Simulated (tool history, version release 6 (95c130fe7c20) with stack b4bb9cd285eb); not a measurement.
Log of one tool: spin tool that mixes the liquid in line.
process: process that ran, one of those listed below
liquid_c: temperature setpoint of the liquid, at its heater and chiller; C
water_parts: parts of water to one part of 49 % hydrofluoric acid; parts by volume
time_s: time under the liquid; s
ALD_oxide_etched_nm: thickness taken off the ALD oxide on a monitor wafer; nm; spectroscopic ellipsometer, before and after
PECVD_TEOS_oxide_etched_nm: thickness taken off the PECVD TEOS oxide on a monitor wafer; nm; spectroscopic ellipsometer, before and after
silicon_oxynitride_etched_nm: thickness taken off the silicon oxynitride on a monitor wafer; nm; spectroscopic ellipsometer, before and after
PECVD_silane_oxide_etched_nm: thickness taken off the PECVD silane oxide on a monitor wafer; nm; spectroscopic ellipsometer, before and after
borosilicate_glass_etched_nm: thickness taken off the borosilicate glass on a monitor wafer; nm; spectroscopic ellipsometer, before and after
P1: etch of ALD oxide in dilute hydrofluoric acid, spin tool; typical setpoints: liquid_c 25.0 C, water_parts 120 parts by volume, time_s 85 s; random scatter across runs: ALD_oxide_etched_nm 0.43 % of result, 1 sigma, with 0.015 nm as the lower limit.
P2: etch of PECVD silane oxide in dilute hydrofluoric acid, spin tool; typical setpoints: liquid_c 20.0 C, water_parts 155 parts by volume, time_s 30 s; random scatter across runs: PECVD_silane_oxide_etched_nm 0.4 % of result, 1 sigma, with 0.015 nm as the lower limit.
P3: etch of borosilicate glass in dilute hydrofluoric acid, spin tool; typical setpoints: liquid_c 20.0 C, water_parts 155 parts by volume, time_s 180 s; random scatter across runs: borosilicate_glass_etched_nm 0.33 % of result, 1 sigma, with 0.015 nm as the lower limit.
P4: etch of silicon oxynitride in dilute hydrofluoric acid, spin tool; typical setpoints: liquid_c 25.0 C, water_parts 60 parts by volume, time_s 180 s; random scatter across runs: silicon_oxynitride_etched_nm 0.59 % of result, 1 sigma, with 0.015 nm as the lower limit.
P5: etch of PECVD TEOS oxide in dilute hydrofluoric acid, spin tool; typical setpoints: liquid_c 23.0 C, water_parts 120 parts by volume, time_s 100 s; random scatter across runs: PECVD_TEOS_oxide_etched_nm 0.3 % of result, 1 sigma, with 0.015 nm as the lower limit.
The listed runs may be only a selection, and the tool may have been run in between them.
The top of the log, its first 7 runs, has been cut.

run	hour	process	liquid_c	water_parts	time_s	ALD_oxide_etched_nm	PECVD_TEOS_oxide_etched_nm	silicon_oxynitride_etched_nm	PECVD_silane_oxide_etched_nm	borosilicate_glass_etched_nm
8	59.4	P1	25.0	120	155	17.7530				
9	67.8	P2	20.0	155	30				5.3950	
10	75.2	P5	23.0	120	45		4.3390			
11	85.8	P5	23.0	120	100		9.6018			
12	95.0	P1	25.0	120	85	9.7148				
13	102.5	P1	31.0	120	85	12.1280				
14	111.1	P5	23.0	70	100		17.5260			
15	121.0	P4	25.0	60	180			5.01230		
16	130.0	P2	17.0	155	30				4.8037	
17	140.5	P1	25.0	120	45	5.1158				
18	146.9	P1	25.0	120	85	9.6519				
19	151.9	P1	25.0	120	85	9.7107				
20	157.9	P1	25.0	25	85	52.5620				
21	163.8	P1	25.0	120	85	9.7169				
22	174.4	P5	27.0	120	100		11.1830			
23	180.7	P1	25.0	185	140	9.5740				
24	188.1	P4	29.5	60	180			6.17340		
25	197.9	P1	25.0	120	85	9.6702				

Run 26 is up next; what results do you expect?
26	208.3	P3	17.0	155	180					?

{"run 26": {"borosilicate_glass_etched_nm": 30.124}}
